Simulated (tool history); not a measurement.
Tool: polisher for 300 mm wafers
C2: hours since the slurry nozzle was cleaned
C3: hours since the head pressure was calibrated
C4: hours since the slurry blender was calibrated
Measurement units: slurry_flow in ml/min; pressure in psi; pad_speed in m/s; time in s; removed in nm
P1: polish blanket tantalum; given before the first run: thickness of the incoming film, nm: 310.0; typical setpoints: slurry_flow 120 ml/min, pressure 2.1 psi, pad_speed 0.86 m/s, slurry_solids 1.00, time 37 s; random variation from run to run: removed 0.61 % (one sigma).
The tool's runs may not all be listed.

{"run": 1, "day": 0.229, "slurry_flow": 120, "pressure": 2.1, "pad_speed": 0.86, "slurry_solids": 1.0, "time": 37, "wafers polished on this pad": 432, "C2": 239.5, "C3": 319.0, "C4": 60.7, "removed": 68.586}
{"run": 2, "day": 0.679, "slurry_flow": 120, "pressure": 2.1, "pad_speed": 0.86, "slurry_solids": 1.0, "time": 17, "wafers polished on this pad": 554, "C2": 250.3, "C3": 329.8, "C4": 71.5, "removed": 31.607}
{"run": 3, "day": 1.15, "slurry_flow": 70, "pressure": 2.1, "pad_speed": 0.86, "slurry_solids": 1.0, "time": 37, "wafers polished on this pad": 682, "C2": 261.6, "C3": 341.1, "C4": 82.8, "removed": 58.94}
{"run": 4, "day": 1.562, "slurry_flow": 180, "pressure": 2.1, "pad_speed": 0.86, "slurry_solids": 1.0, "time": 37, "wafers polished on this pad": 794, "C2": 271.5, "C3": 351.0, "C4": 92.7, "removed": 73.738}
{"run": 5, "day": 1.958, "slurry_flow": 120, "pressure": 2.1, "pad_speed": 0.46, "slurry_solids": 1.0, "time": 37, "wafers polished on this pad": 902, "C2": 281.0, "C3": 360.5, "C4": 102.2, "removed": 36.25}
{"run": 6, "day": 2.275, "slurry_flow": 120, "pressure": 2.1, "pad_speed": 0.86, "slurry_solids": 1.0, "time": 37, "wafers polished on this pad": 988, "C2": 288.6, "C3": 368.1, "C4": 109.8, "removed": 68.964}
{"run": 7, "day": 2.688, "slurry_flow": 120, "pressure": 2.1, "pad_speed": 0.86, "slurry_solids": 1.0, "time": 37, "wafers polished on this pad": 1100, "C2": 298.5, "C3": 378.0, "C4": 119.7, "removed": 67.939}
{"run": 8, "day": 2.992, "slurry_flow": 120, "pressure": 2.1, "pad_speed": 0.86, "slurry_solids": 1.0, "time": 37, "wafers polished on this pad": 1183, "C2": 305.8, "C3": 385.3, "C4": 127.0, "removed": 69.238}
{"run": 9, "day": 3.358, "slurry_flow": 120, "pressure": 2.1, "pad_speed": 0.86, "slurry_solids": 1.45, "time": 25, "wafers polished on this pad": 1282, "C2": 314.6, "C3": 394.1, "C4": 135.8, "removed": 51.291}
{"run": 10, "day": 3.742, "slurry_flow": 120, "pressure": 2.1, "pad_speed": 1.34, "slurry_solids": 1.0, "time": 37, "wafers polished on this pad": 1387, "C2": 323.8, "C3": 403.3, "C4": 145.0, "removed": 107.12}
{"run": 11, "day": 4.142, "slurry_flow": 120, "pressure": 2.1, "pad_speed": 0.86, "slurry_solids": 1.0, "time": 56, "wafers polished on this pad": 1495, "C2": 333.4, "C3": 412.9, "C4": 154.6, "removed": 102.75}
{"day": 4.504, "done": "worn pad replaced by a new one"}
{"run": 12, "day": 4.583, "slurry_flow": 120, "pressure": 2.1, "pad_speed": 0.86, "slurry_solids": 1.4, "time": 37, "wafers polished on this pad": 21, "C2": 344.0, "C3": 423.5, "C4": 165.2, "removed": 74.449}
{"run": 13, "day": 4.838, "slurry_flow": 120, "pressure": 2.7, "pad_speed": 0.86, "slurry_solids": 1.0, "time": 37, "wafers polished on this pad": 90, "C2": 350.1, "C3": 429.6, "C4": 171.3, "removed": 87.595}
{"run": 14, "day": 5.175, "slurry_flow": 120, "pressure": 2.1, "pad_speed": 0.86, "slurry_solids": 0.55, "time": 37, "wafers polished on this pad": 182, "C2": 358.2, "C3": 437.7, "C4": 179.4, "removed": 55.755}

What will run 15 give?
{"run": 15, "day": 5.425, "slurry_flow": 120, "pressure": 2.1, "pad_speed": 0.86, "slurry_solids": 1.0, "time": 37, "wafers polished on this pad": 250, "C2": 364.2, "C3": 443.7, "C4": 185.4, "removed": "?"}

{"run 15": {"removed": 68.421}}
